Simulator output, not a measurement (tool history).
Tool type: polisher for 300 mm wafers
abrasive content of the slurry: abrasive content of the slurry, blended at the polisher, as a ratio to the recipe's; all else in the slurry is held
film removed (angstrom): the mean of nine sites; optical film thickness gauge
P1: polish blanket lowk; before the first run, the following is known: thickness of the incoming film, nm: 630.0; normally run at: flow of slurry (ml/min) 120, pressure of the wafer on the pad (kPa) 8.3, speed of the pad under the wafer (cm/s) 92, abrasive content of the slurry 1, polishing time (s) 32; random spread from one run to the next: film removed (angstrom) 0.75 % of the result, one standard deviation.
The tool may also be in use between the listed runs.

run   hour  flow of slurry (ml/min)  pressure of the wafer on the pad (kPa)  speed of the pad under the wafer (cm/s)  abrasive content of the slurry  polishing time (s)  film removed (angstrom)
  1   17.9                      120                                     8.3                                       92                               1                  32                    86.58
  2   31.7                      120                                     8.3                                      136                               1                  32                   118.89
  3   45.7                       70                                     8.3                                       92                               1                  32                   76.276
      51.7  -- conditioning disc replaced and pad reconditioned
  4   62.9                      180                                     8.3                                       92                               1                  32                   95.314
  5   76.1                      120                                     8.3                                       92                               1                  32                   87.087
  6   85.5                      120                                     8.3                                       92                             1.4                  32                   100.79
  7  101.4                      120                                     8.3                                       92                            0.55                  32                   63.519
  8  114.6                      120                                     8.3                                       92                               1                  32                   87.669
  9  130.8                      120                                     8.3                                       92                               1                  32                   86.436
 10  147.3                      120                                     8.3                                       92                               1                  43                   117.36
 11  157.5                      120                                     4.8                                       92                               1                  40                   63.327
 12  166.5                      120                                     8.3                                       66                               1                  32                   66.528
 13  174.7                      120                                     8.3                                       92                               1                  32                   88.539
 14  185.4                      120                                     4.1                                       92                               1                  32                   44.251
 15  201.1                      155                                     8.3                                      140                               1                  32                   127.62
 16  219.1                      120                                     8.3                                       92                               1                  18                   49.438
 17  234.9                      120                                     8.3                                       92                               1                  32                   87.404
 18  246.1                      120                                    12.4                                       92                               1                  32                   133.46
 19  257.6                      120                                     8.3                                       92                               1                  32                   88.843
 20  270.8                      120                                     8.3                                       92                               1                  32                    83.03
     283.7  -- conditioning disc replaced and pad reconditioned
     284.4  -- slurry nozzle cleaned
 21  285.7                      120                                     8.3                                       92                               1                  32                   80.749
 22  296.3                      120                                     8.3                                       92                               1                  32                   79.417
       308  -- worn pad replaced by a new one
 23  308.5                      120                                     8.3                                       92                               1                  32                   80.242

Run 24 is up next; what results do you expect?
 24   317                      120                                     8.3                                       92                               1                  32                        ?

{"run 24": {"film removed (angstrom)": 78.775}}

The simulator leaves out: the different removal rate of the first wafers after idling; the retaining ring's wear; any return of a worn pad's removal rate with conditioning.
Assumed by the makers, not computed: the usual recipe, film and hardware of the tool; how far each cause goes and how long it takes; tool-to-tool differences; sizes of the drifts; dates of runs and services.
